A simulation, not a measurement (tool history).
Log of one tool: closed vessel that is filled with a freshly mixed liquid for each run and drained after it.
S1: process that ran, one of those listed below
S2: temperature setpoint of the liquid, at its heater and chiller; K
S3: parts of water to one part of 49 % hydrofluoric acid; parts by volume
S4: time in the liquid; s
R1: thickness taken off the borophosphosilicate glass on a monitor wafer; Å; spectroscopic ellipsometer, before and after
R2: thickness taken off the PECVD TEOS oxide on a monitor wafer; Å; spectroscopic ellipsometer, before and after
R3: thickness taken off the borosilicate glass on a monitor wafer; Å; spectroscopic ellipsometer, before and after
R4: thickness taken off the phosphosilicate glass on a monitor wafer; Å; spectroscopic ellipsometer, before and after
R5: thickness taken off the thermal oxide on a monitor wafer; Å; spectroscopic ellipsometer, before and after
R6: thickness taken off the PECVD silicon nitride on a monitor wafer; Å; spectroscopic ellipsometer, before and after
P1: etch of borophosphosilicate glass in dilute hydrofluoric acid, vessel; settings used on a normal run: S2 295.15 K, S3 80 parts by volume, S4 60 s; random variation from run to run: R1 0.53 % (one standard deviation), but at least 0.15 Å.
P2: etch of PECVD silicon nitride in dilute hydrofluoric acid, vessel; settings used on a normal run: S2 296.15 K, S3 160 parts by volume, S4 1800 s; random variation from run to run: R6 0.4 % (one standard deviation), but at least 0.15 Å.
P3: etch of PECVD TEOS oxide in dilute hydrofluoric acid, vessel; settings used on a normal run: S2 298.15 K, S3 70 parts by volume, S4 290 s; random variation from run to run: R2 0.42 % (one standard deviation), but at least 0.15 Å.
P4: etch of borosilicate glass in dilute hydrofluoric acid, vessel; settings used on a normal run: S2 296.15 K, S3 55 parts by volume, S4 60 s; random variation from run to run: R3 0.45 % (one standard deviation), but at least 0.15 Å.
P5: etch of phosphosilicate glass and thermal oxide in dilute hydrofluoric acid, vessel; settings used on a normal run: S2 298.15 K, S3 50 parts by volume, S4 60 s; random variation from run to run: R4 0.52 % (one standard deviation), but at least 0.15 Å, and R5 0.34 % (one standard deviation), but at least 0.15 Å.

Run 1, hour 10.8: S1 P1, S2 295.15 K, S3 80 parts by volume, S4 60 s. Result: R1 465.67 Å.
Run 2, hour 15.9: S1 P1, S2 295.15 K, S3 80 parts by volume, S4 110 s. Result: R1 859.46 Å.
Run 3, hour 26.2: S1 P1, S2 295.15 K, S3 80 parts by volume, S4 60 s. Result: R1 468.82 Å.
Run 4, hour 33.7: S1 P1, S2 295.15 K, S3 140 parts by volume, S4 60 s. Result: R1 248.81 Å.
Run 5, hour 40.5: S1 P1, S2 299.65 K, S3 80 parts by volume, S4 60 s. Result: R1 562.20 Å.
Run 6, hour 51.2: S1 P3, S2 298.15 K, S3 20 parts by volume, S4 290 s. Result: R2 1833.40 Å.
Run 7, hour 60.9: S1 P4, S2 296.15 K, S3 55 parts by volume, S4 90 s. Result: R3 467.56 Å.
Run 8, hour 70.3: S1 P5, S2 298.15 K, S3 20 parts by volume, S4 60 s. Result: R4 2092.70 Å, R5 159.480 Å.
Run 9, hour 75.3: S1 P1, S2 290.15 K, S3 80 parts by volume, S4 60 s. Result: R1 378.97 Å.
Run 10, hour 81.2: S1 P5, S2 298.15 K, S3 50 parts by volume, S4 60 s. Result: R4 811.44 Å, R5 60.778 Å.
Run 11, hour 91.7: S1 P4, S2 296.15 K, S3 20 parts by volume, S4 60 s. Result: R3 897.53 Å.
Run 12, hour 98.8: S1 P3, S2 304.15 K, S3 70 parts by volume, S4 290 s. Result: R2 613.69 Å.
Run 13, hour 107.1: S1 P3, S2 298.15 K, S3 70 parts by volume, S4 290 s. Result: R2 490.67 Å.
Run 14, hour 112.7: S1 P1, S2 295.15 K, S3 80 parts by volume, S4 60 s. Result: R1 469.15 Å.
Run 15, hour 120.0: S1 P1, S2 295.15 K, S3 80 parts by volume, S4 30 s. Result: R1 235.97 Å.
Run 16, hour 128.7: S1 P2, S2 296.15 K, S3 160 parts by volume, S4 1800 s. Result: R6 177.04 Å.
Run 17, hour 135.7: S1 P2, S2 296.15 K, S3 160 parts by volume, S4 1800 s. Result: R6 178.28 Å.
Run 18, hour 146.4: S1 P5, S2 306.65 K, S3 50 parts by volume, S4 60 s. Result: R4 1120.00 Å, R5 85.737 Å.
Run 19, hour 156.7: S1 P5, S2 298.15 K, S3 50 parts by volume, S4 35 s. Result: R4 469.91 Å, R5 35.940 Å.
Run 20, hour 167.4: S1 P2, S2 296.15 K, S3 235 parts by volume, S4 1800 s. Result: R6 121.66 Å.
Run 21, hour 173.4: S1 P4, S2 296.15 K, S3 55 parts by volume, S4 60 s. Result: R3 311.02 Å.
At hour 173.5: hydrofluoric acid flow meter replaced.
Run 22, hour 178.3: S1 P4, S2 296.15 K, S3 55 parts by volume, S4 60 s. Result: R3 312.21 Å.
Run 23, hour 183.7: S1 P1, S2 295.15 K, S3 80 parts by volume, S4 60 s. Result: R1 475.53 Å.
Run 24, hour 189.3: S1 P3, S2 298.15 K, S3 70 parts by volume, S4 290 s. Result: R2 488.17 Å.
Run 25, hour 196.4: S1 P4, S2 291.15 K, S3 55 parts by volume, S4 60 s. Result: R3 252.96 Å.
Run 26, hour 202.3: S1 P1, S2 290.65 K, S3 120 parts by volume, S4 60 s. Result: R1 248.82 Å.
Run 27, hour 212.1: S1 P1, S2 295.15 K, S3 50 parts by volume, S4 60 s. Result: R1 771.16 Å.
Run 28, hour 220.8: S1 P2, S2 296.15 K, S3 160 parts by volume, S4 2885 s. Result: R6 283.07 Å.

Run 29, settings as shown, results not yet in. Your forecast:
Run 29, hour 225.8: S1 P1, S2 295.15 K, S3 80 parts by volume, S4 60 s. Result: R1 ?.

Run 29 produced R1 467.70 Å.

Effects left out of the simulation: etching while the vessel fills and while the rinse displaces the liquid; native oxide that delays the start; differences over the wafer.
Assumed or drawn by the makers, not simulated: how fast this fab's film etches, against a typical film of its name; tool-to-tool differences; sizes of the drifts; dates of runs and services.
